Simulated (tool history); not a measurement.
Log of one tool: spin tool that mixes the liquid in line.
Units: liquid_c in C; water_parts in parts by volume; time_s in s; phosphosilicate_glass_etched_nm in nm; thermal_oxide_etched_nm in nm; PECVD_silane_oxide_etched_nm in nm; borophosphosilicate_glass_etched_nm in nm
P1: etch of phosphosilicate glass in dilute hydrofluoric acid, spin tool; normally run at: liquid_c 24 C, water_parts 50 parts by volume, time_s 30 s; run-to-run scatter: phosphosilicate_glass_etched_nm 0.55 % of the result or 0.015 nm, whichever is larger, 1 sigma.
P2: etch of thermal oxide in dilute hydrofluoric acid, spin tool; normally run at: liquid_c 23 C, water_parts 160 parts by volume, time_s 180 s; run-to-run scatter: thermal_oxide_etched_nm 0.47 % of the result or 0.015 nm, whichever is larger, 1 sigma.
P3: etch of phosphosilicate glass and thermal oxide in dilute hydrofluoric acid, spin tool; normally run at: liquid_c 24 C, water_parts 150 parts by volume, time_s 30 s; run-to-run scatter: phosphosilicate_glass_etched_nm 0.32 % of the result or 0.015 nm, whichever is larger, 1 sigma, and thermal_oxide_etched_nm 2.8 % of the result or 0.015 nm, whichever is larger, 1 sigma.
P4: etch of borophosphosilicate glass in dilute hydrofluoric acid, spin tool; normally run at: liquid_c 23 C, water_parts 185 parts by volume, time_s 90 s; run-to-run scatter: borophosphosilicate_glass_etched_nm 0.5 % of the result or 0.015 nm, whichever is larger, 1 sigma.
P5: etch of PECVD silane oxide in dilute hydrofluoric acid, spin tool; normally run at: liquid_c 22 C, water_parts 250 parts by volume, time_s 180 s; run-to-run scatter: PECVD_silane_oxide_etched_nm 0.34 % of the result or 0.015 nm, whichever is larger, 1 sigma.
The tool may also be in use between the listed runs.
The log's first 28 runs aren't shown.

run	hour	process	liquid_c	water_parts	time_s	hours since the thermometer was replaced	hours since the hydrofluoric acid flow meter was replaced	phosphosilicate_glass_etched_nm	thermal_oxide_etched_nm	PECVD_silane_oxide_etched_nm	borophosphosilicate_glass_etched_nm
29	326.6	P3	24	150	30	190.6	577.8	24.478	0.78946		
30	340.4	P3	24	35	30	204.4	591.6	121.35	3.9799		
31	353.8	P4	23	85	90	217.8	605				67.116
32	364.6	P2	23	160	180	228.6	615.8		4.9545		
33	379.4	P1	24	50	30	243.4	630.6	92.516			
34	389.7	P1	24	50	30	253.7	640.9	89.348			
35	401.8	P1	24	50	30	265.8	653	87.415			
36	411.7	P1	24	50	30	275.7	662.9	85.829			
37	427.7	P1	24	50	30	291.7	678.9	85.15			
38	436.7	P1	24	50	30	300.7	687.9	84.306			

Forecast run 39:
39	451.2	P1	24	50	30	315.2	702.4	?			

{"run 39": {"phosphosilicate_glass_etched_nm": 84.809}}

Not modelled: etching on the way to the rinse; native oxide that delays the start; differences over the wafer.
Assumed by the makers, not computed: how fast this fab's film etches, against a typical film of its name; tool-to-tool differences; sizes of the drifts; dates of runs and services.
